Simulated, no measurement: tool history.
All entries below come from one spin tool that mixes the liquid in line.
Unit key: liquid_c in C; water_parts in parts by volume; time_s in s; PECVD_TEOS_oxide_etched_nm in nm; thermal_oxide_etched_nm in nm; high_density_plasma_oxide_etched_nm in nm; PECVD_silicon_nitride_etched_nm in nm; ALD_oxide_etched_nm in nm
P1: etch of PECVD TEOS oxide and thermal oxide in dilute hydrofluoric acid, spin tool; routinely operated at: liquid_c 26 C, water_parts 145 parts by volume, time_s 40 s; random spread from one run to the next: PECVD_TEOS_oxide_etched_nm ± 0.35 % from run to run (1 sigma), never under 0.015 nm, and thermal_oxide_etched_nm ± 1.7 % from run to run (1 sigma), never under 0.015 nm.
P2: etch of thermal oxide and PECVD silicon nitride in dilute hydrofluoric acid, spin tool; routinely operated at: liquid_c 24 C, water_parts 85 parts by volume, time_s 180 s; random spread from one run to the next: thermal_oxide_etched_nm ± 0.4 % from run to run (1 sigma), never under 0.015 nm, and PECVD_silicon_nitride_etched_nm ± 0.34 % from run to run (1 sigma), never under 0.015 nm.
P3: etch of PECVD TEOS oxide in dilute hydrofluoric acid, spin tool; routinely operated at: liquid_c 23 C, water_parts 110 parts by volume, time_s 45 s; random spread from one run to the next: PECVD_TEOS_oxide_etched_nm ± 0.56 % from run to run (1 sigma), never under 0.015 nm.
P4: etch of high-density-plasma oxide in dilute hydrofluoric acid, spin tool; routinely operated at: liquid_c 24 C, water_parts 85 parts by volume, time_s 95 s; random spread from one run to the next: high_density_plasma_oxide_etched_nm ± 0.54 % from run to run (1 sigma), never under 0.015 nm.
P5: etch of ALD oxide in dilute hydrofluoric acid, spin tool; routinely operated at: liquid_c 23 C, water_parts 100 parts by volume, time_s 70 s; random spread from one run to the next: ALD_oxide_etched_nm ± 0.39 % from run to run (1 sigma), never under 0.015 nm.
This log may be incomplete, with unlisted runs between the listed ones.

| run | hour | process | liquid_c | water_parts | time_s | hours since the thermometer was replaced | hours since the hydrofluoric acid flow meter was replaced | PECVD_TEOS_oxide_etched_nm | thermal_oxide_etched_nm | high_density_plasma_oxide_etched_nm | PECVD_silicon_nitride_etched_nm | ALD_oxide_etched_nm |
|---|---|---|---|---|---|---|---|---|---|---|---|---|
| 1 | 9.8 | P1 | 26 | 145 | 40 | 250.1 | 991.6 | 7.8444 | 1.4469 |  |  |  |
| 2 | 17.9 | P4 | 24 | 85 | 55 | 258.2 | 999.7 |  |  | 5.6339 |  |  |
| 3 | 24.1 | P3 | 31 | 110 | 45 | 264.4 | 1005.9 | 14.685 |  |  |  |  |
| 4 | 29 | P1 | 26 | 145 | 40 | 269.3 | 1010.8 | 7.884 | 1.3724 |  |  |  |
| 5 | 39.4 | P3 | 23 | 110 | 45 | 279.7 | 1021.2 | 10.764 |  |  |  |  |
| 6 | 49.1 | P2 | 31 | 85 | 180 | 289.4 | 1030.9 |  | 14.227 |  | 19.033 |  |
| 7 | 56.1 | P1 | 26 | 225 | 75 | 296.4 | 1037.9 | 8.6793 | 1.5679 |  |  |  |
| 8 | 65.9 | P4 | 24 | 150 | 95 | 306.2 | 1047.7 |  |  | 5.0594 |  |  |
| 9 | 71.2 | P1 | 20 | 145 | 40 | 311.5 | 1053 | 6.2159 | 1.0607 |  |  |  |
| 10 | 77.5 | P3 | 23 | 110 | 85 | 317.8 | 1059.3 | 20.239 |  |  |  |  |
| 11 | 87.9 | P3 | 23 | 110 | 45 | 328.2 | 1069.7 | 10.901 |  |  |  |  |
| 12 | 99 | P2 | 24 | 85 | 180 | 339.3 | 1080.8 |  | 10.622 |  | 12.024 |  |
| 13 | 104.4 | P4 | 24 | 85 | 95 | 344.7 | 1086.2 |  |  | 9.7583 |  |  |
| 14 | 115 | P1 | 21 | 220 | 40 | 355.3 | 1096.8 | 4.0052 | 0.6533 |  |  |  |
| 15 | 121.7 | P1 | 26 | 215 | 40 | 362 | 1103.5 | 4.9028 | 0.84055 |  |  |  |
| 16 | 129.7 | P5 | 23 | 100 | 70 | 370 | 1111.5 |  |  |  |  | 9.6491 |
| 17 | 135.1 | P1 | 26 | 145 | 65 | 375.4 | 1116.9 | 12.92 | 2.2868 |  |  |  |
| 18 | 145.7 | P1 | 33 | 100 | 40 | 386 | 1127.5 | 15.723 | 2.7943 |  |  |  |
| 19 | 152.6 | P2 | 24 | 85 | 50 | 392.9 | 1134.4 |  | 2.9873 |  | 3.3429 |  |
| 20 | 160 | P4 | 18 | 85 | 95 | 400.3 | 1141.8 |  |  | 7.6267 |  |  |
| 21 | 165.5 | P5 | 17 | 100 | 70 | 405.8 | 1147.3 |  |  |  |  | 7.5187 |
| 22 | 173 | P2 | 24 | 85 | 180 | 413.3 | 1154.8 |  | 10.736 |  | 12.109 |  |
| 23 | 179.6 | P1 | 26 | 145 | 40 | 419.9 | 1161.4 | 7.9237 | 1.3654 |  |  |  |
| 24 | 184.8 | P5 | 23 | 100 | 125 | 425.1 | 1166.6 |  |  |  |  | 17.168 |
| 25 | 194.3 | P3 | 23 | 195 | 45 | 434.6 | 1176.1 | 5.5616 |  |  |  |  |
| 26 | 199.6 | P1 | 26 | 145 | 40 | 439.9 | 1181.4 | 7.855 | 1.3645 |  |  |  |
| 27 | 211 | P1 | 26 | 145 | 15 | 451.3 | 1192.8 | 2.955 | 0.50018 |  |  |  |
| 28 | 221.7 | P2 | 24 | 20 | 180 | 462 | 1203.5 |  | 50.066 |  | 49.535 |  |
| 29 | 227.3 | P1 | 26 | 55 | 40 | 467.6 | 1209.1 | 23.437 | 4.1437 |  |  |  |
| 30 | 232.6 | P1 | 31 | 145 | 40 | 472.9 | 1214.4 | 9.4701 | 1.6622 |  |  |  |
| 31 | 237.6 | P5 | 23 | 100 | 70 | 477.9 | 1219.4 |  |  |  |  | 9.6567 |
| 32 | 248.6 | P4 | 24 | 85 | 95 | 488.9 | 1230.4 |  |  | 9.7692 |  |  |
| 33 | 259.8 | P5 | 23 | 170 | 70 | 500.1 | 1241.6 |  |  |  |  | 5.2648 |
| 34 | 269.4 | P1 | 26 | 145 | 40 | 509.7 | 1251.2 | 7.8894 | 1.3774 |  |  |  |
| 35 | 274.6 | P1 | 26 | 145 | 40 | 514.9 | 1256.4 | 7.8207 | 1.3639 |  |  |  |
| 36 | 282.9 | P1 | 26 | 145 | 40 | 523.2 | 1264.7 | 7.6348 | 1.2912 |  |  |  |
| 37 | 291.8 | P1 | 26 | 145 | 40 | 532.1 | 1273.6 | 7.6133 | 1.318 |  |  |  |
| 38 | 300.9 | P1 | 26 | 145 | 40 | 541.2 | 1282.7 | 7.5237 | 1.2593 |  |  |  |
| 39 | 310.5 | P1 | 26 | 145 | 40 | 550.8 | 1292.3 | 7.5359 | 1.3525 |  |  |  |
| 40 | 318.7 | P1 | 26 | 145 | 40 | 559 | 1300.5 | 7.5217 | 1.3339 |  |  |  |
| 41 | 324.5 | P1 | 26 | 145 | 40 | 564.8 | 1306.3 | 7.495 | 1.2659 |  |  |  |
| 42 | 330.4 | P1 | 26 | 145 | 40 | 570.7 | 1312.2 | 7.4479 | 1.2992 |  |  |  |
| 43 | 340 | P1 | 26 | 145 | 40 | 580.3 | 1321.8 | 7.4981 | 1.3294 |  |  |  |
| 44 | 350 | P1 | 26 | 145 | 40 | 590.3 | 1331.8 | 7.4176 | 1.325 |  |  |  |
| 45 | 361.3 | P1 | 26 | 145 | 40 | 601.6 | 1343.1 | 7.4421 | 1.3395 |  |  |  |

P1 no longer gives what it gave before; its output has crept away from where it was. The following 2 causes, each at its listed size, fit the log equally well:
A: hydrofluoric acid flow below the setpoint (%) = 4.51
B: liquid colder than its thermometer reads (K) = 1.44
The creep began at about hour 269.4.

4 check runs are offered, one wafer each, their results left as question marks. Which one tells the causes apart?
| check 1 | 372.6 | P4 | 24 | 140 | 95 |  |  |  |  | ? |  |  |
| check 2 | 372.6 | P3 | 26 | 110 | 45 |  |  | ? |  |  |  |  |
| check 3 | 372.6 | P2 | 29.5 | 30 | 180 |  |  |  | ? |  | ? |  |
| check 4 | 372.6 | P5 | 18 | 100 | 70 |  |  |  |  |  |  | ? |

Check results expected under each cause:
| check | result | if A | if B |
|---|---|---|---|
| check 1 | high_density_plasma_oxide_etched_nm | 5.23 | 5.2191 |
| check 2 | PECVD_TEOS_oxide_etched_nm | 11.456 | 11.42 |
| check 3 | thermal_oxide_etched_nm | 38.934 | 38.558 |
| check 3 | PECVD_silicon_nitride_etched_nm | 46.127 | 43.887 |
| check 4 | ALD_oxide_etched_nm | 7.4502 | 7.38 |
How far apart the two closest causes lie, in the result that separates them most: check 1 0.21 %; check 2 0.32 %; check 3 4.98 %; check 4 0.95 %
Of the check runs offered, only check 3 discriminates between the causes; the rest would read about the same regardless of which cause applies.

Here is what check 3 returned: thermal_oxide_etched_nm 38.99 nm; PECVD_silicon_nitride_etched_nm 46.174 nm. Which cause is it?

The correct cause is A, namely: hydrofluoric acid flow below the setpoint (%).
